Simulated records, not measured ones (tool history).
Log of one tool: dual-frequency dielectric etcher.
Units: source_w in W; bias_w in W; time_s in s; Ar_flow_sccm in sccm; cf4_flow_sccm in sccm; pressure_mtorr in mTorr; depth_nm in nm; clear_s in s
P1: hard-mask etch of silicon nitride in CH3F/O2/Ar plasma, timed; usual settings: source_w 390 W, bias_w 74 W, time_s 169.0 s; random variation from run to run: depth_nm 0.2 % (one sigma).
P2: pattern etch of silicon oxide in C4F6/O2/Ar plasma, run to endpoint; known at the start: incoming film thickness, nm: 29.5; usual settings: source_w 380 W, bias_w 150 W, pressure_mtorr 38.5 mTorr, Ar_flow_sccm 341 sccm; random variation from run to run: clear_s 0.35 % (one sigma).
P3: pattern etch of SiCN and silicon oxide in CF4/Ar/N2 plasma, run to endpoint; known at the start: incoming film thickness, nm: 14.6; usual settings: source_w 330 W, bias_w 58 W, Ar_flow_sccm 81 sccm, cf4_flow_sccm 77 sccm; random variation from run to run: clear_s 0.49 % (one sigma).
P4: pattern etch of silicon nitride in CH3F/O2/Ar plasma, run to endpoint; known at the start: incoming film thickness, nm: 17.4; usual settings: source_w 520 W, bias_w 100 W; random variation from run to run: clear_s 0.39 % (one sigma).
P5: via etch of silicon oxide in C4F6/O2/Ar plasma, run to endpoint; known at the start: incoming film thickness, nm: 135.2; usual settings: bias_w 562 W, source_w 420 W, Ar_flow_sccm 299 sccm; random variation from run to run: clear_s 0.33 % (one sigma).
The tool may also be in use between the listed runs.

run	hour	process	source_w	bias_w	time_s	Ar_flow_sccm	cf4_flow_sccm	pressure_mtorr	hours since the last wet clean	hours since the last source power generator calibration	hours since the last bias power generator calibration	depth_nm	clear_s
1	6.1	P1	390	74	169.0				311.5	1056.0	1218.6	115.380	
2	13.3	P5	520	562		299			318.7	1063.2	1225.8		25.8400
3	20.0	P3	330	58		81	96		325.4	1069.9	1232.5		21.6680
4	25.2	P2	380	150		458		38.5	330.6	1075.1	1237.7		10.8390
5	31.5	P3	330	36		81	77		336.9	1081.4	1244.0		25.9640
6	38.6	P1	280	74	134.5				344.0	1088.5	1251.1	81.267	
7	44.7	P4	520	100					350.1	1094.6	1257.2		20.1750
8	49.0	P5	420	431		299			354.4	1098.9	1261.5		30.9260
9	54.1	P2	380	150		341		38.5	359.5	1104.0	1266.6		10.4770
10	58.1	P2	520	150		341		38.5	363.5	1108.0	1270.6		9.2296
11	63.6	P3	330	58		114	77		369.0	1113.5	1276.1		23.7220
12	69.7	P4	520	82					375.1	1119.6	1282.2		21.6520
13	73.1	P1	390	74	169.0				378.5	1123.0	1285.6	115.650	
14	80.0	P4	620	100					385.4	1129.9	1292.5		18.9610
15	84.8	P1	390	74	169.0				390.2	1134.7	1297.3	115.730	
16	91.0	P1	390	74	246.5				396.4	1140.9	1303.5	167.920	
17	98.6	P1	490	74	169.0				404.0	1148.5	1311.1	125.720	
18	106.0	P5	420	562		239			411.4	1155.9	1318.5		27.4110
19	111.1	P1	390	95	100.5				416.5	1161.0	1323.6	75.227	
20	118.0	P5	420	562		299			423.4	1167.9	1330.5		28.0190
21	123.2	P3	330	58		81	77		428.6	1173.1	1335.7		22.6140
22	128.4	P3	250	58		81	77		433.8	1178.3	1340.9		29.0260
23	133.2	P2	380	150		341		38.5	438.6	1183.1	1345.7		10.4530
24	139.0	P1	300	74	169.0				444.4	1188.9	1351.5	104.500	
25	146.5	P1	390	74	118.5				451.9	1196.4	1359.0	81.075	
26	152.1	P1	390	49	169.0				457.5	1202.0	1364.6	100.840	
27	157.0	P2	380	150		341		52.5	462.4	1206.9	1369.5		10.9210
28	160.8	P2	380	191		341		38.5	466.2	1210.7	1373.3		9.7209
29	168.0	P1	390	74	169.0				473.4	1217.9	1380.5	115.480	
30	172.8	P1	390	74	169.0				478.2	1222.7	1385.3	115.320	
31	176.6	P1	390	95	169.0				482.0	1226.5	1389.1	127.070	
32	183.1	P1	390	74	169.0				488.5	1233.0	1395.6	115.340	
33	190.3	P1	390	74	169.0				495.7	1240.2	1402.8	114.560	
34	196.5	P1	390	74	169.0				501.9	1246.4	1409.0	114.470	
# hour 201.6: wet clean of the chamber
35	202.3	P1	390	74	169.0				0.8	1252.2	1414.8	114.370	
36	207.1	P1	390	74	169.0				5.6	1257.0	1419.6	113.970	
37	213.6	P1	390	74	169.0				12.1	1263.5	1426.1	113.960	
38	220.5	P1	390	74	169.0				19.0	1270.4	1433.0	113.980	
39	224.5	P1	390	74	169.0				23.0	1274.4	1437.0	114.040	

What P1 gives has crept away from where it was. These 2 causes fit the log equally well, each at the size given:
A: source power that arrives under what is set, % = 3.61
B: bias power that arrives under what is set, % = 3.96
The creep began at about hour 183.1.
Why every other cause is out:
chamber walls in a state that lowers the etch rate, %: serviced at hour 201.6, which brought nothing back

4 check runs are offered, each on 3 wafers whose results are averaged, their results left as question marks. Which one tells the causes apart?
check 1	228.5	P3	330	58		81	77						?
check 2	228.5	P4	520	100									?
check 3	228.5	P2	380	150		341		38.5					?
check 4	228.5	P5	420	562		299							?

What each check would give under each cause:
check	result	if A	if B
check 1	clear_s	23.4050	22.9400
check 2	clear_s	20.5040	20.5200
check 3	clear_s	10.6110	10.5880
check 4	clear_s	28.3240	28.3750
How far apart the two closest causes lie, in the result that separates them most: check 1 2.01 %; check 2 0.08 %; check 3 0.22 %; check 4 0.18 %
Only check 1 tells the causes apart: in the others they would give nearly the same result.

Then check 1 was run and gave: clear_s 22.8930 s. Which cause is it?

It is B: bias power that arrives under what is set, %.
